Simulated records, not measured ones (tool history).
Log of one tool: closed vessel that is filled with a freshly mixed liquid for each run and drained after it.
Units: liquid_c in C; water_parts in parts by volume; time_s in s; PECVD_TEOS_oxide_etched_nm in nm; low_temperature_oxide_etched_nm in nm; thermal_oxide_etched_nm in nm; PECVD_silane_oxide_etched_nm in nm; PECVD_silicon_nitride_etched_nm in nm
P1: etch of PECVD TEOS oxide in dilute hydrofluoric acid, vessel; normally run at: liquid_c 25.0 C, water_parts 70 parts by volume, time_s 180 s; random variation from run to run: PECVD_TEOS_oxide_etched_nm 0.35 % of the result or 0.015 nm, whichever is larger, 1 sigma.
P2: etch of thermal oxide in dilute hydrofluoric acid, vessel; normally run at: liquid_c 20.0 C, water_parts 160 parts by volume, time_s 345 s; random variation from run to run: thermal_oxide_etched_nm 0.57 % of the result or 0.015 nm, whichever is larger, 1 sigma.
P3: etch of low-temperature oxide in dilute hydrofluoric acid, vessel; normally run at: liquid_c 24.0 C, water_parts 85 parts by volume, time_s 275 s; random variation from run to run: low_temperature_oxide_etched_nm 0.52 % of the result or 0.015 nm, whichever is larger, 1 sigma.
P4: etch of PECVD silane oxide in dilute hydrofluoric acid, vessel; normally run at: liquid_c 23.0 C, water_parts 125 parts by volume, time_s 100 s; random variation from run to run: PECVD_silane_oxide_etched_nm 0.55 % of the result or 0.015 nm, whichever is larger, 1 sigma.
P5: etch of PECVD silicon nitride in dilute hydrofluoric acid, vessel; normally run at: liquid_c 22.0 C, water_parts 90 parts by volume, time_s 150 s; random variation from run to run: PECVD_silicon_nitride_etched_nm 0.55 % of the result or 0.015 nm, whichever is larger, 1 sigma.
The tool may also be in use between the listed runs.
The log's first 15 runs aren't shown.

run,hour,process,liquid_c,water_parts,time_s,hours since the thermometer was replaced,hours since the hydrofluoric acid flow meter was replaced,PECVD_TEOS_oxide_etched_nm,low_temperature_oxide_etched_nm,thermal_oxide_etched_nm,PECVD_silane_oxide_etched_nm,PECVD_silicon_nitride_etched_nm
16,64.7,P3,24.0,85,85,20.6,350.9,,10.891,,,
17,67.6,P2,17.0,160,345,23.5,353.8,,,7.6106,,
18,71.0,P4,23.0,210,100,26.9,357.2,,,,6.1428,
19,73.9,P2,20.0,160,345,29.8,360.1,,,8.5084,,
20,77.4,P1,25.0,70,30,33.3,363.6,7.0788,,,,
21,82.8,P1,25.0,70,180,38.7,369.0,42.5630,,,,
22,85.7,P3,28.0,85,275,41.6,371.9,,41.259,,,
# hour 88.8: hydrofluoric acid flow meter replaced
23,90.1,P1,19.5,70,180,46.0,1.4,33.9510,,,,
24,93.7,P5,22.0,55,150,49.6,5.0,,,,,9.7960
25,97.2,P4,23.0,125,100,53.1,8.5,,,,11.3210,
26,101.3,P4,30.0,125,100,57.2,12.6,,,,14.9390,
27,103.9,P5,22.0,90,150,59.8,15.2,,,,,6.1398
28,107.9,P5,22.0,90,270,63.8,19.2,,,,,10.7950
29,111.1,P5,22.0,90,150,67.0,22.4,,,,,6.0617
30,114.1,P4,23.0,125,30,70.0,25.4,,,,3.3903,
31,119.9,P5,28.5,90,150,75.8,31.2,,,,,9.3294
32,123.7,P1,25.0,70,180,79.6,35.0,42.3360,,,,
33,128.6,P1,25.0,70,180,84.5,39.9,42.5100,,,,

Forecast run 34:
34,131.1,P1,25.0,70,180,87.0,42.4,?,,,,

{"run 34": {"PECVD_TEOS_oxide_etched_nm": 43.774}}

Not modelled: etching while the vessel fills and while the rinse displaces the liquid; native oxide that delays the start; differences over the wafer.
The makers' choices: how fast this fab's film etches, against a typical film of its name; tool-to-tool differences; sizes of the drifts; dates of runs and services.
